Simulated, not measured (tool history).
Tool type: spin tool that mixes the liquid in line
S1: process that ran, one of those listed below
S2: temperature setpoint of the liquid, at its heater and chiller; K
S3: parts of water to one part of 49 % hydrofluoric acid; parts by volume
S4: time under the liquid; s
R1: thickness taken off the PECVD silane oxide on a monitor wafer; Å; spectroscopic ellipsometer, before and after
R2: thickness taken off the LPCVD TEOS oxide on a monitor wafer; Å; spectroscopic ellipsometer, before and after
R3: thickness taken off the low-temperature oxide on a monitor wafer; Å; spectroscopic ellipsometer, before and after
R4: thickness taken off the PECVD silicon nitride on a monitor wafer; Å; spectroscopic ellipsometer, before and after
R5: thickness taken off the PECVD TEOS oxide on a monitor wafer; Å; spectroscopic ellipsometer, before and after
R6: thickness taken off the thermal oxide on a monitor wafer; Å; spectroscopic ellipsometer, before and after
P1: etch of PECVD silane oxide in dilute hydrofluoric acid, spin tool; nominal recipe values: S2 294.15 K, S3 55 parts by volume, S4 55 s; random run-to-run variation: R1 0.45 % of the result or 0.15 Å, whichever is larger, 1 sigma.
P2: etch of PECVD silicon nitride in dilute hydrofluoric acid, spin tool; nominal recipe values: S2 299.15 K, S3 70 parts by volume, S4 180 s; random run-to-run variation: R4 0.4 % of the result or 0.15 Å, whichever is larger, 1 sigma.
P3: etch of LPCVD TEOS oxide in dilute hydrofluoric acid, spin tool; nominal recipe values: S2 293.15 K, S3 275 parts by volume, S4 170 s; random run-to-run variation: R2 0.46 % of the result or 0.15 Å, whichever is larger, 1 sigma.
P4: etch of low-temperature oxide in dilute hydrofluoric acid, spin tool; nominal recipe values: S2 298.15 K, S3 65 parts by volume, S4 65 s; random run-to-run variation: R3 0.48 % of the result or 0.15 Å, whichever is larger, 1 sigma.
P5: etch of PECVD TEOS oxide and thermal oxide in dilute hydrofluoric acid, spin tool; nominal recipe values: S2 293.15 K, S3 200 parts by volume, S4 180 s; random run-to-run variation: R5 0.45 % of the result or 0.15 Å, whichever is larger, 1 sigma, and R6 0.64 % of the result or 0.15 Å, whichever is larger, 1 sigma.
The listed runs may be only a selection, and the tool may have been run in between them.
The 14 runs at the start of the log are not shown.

| run | hour | S1 | S2 | S3 | S4 | R1 | R2 | R3 | R4 | R5 | R6 |
|---|---|---|---|---|---|---|---|---|---|---|---|
| 15 | 70.2 | P2 | 299.15 | 70 | 20 |  |  |  | 6.7327 |  |  |
| 16 | 75.8 | P5 | 293.15 | 200 | 180 |  |  |  |  | 125.34 | 33.077 |
| 17 | 80.3 | P3 | 293.15 | 275 | 255 |  | 347.4 |  |  |  |  |
| 18 | 86.8 | P1 | 294.15 | 85 | 55 | 99.976 |  |  |  |  |  |
| 19 | 92.6 | P5 | 293.15 | 105 | 180 |  |  |  |  | 261.07 | 68.511 |
| 20 | 99.3 | P1 | 290.15 | 55 | 55 | 134.61 |  |  |  |  |  |
| 21 | 103.4 | P1 | 294.15 | 55 | 55 | 158.99 |  |  |  |  |  |
| 22 | 106.5 | P4 | 291.65 | 65 | 65 |  |  | 287.6 |  |  |  |
| 23 | 112.3 | P1 | 294.15 | 55 | 15 | 43.105 |  |  |  |  |  |
| 24 | 117.5 | P1 | 294.15 | 55 | 55 | 158.42 |  |  |  |  |  |
| 25 | 123.3 | P2 | 299.15 | 70 | 180 |  |  |  | 60.689 |  |  |
| 26 | 126.8 | P2 | 299.15 | 45 | 180 |  |  |  | 93.762 |  |  |
| 27 | 131.5 | P3 | 293.15 | 275 | 170 |  | 231.05 |  |  |  |  |
|  | 134 | hydrofluoric acid flow meter replaced |
| 28 | 138.1 | P4 | 298.15 | 65 | 65 |  |  | 376.59 |  |  |  |
| 29 | 143 | P5 | 297.65 | 200 | 180 |  |  |  |  | 147.43 | 38.953 |
| 30 | 147.4 | P5 | 293.15 | 200 | 180 |  |  |  |  | 124.2 | 33.345 |
| 31 | 150.6 | P4 | 298.15 | 25 | 65 |  |  | 1035 |  |  |  |
| 32 | 155.9 | P1 | 294.15 | 55 | 55 | 158.76 |  |  |  |  |  |
| 33 | 160.6 | P1 | 294.15 | 55 | 55 | 158.97 |  |  |  |  |  |
| 34 | 167.6 | P1 | 294.15 | 55 | 55 | 152.22 |  |  |  |  |  |
| 35 | 172 | P1 | 294.15 | 55 | 55 | 151.08 |  |  |  |  |  |

Forecast run 36:
| 36 | 175.4 | P1 | 294.15 | 55 | 55 | ? |  |  |  |  |  |

Run 36 yielded R1 150.08 Å.
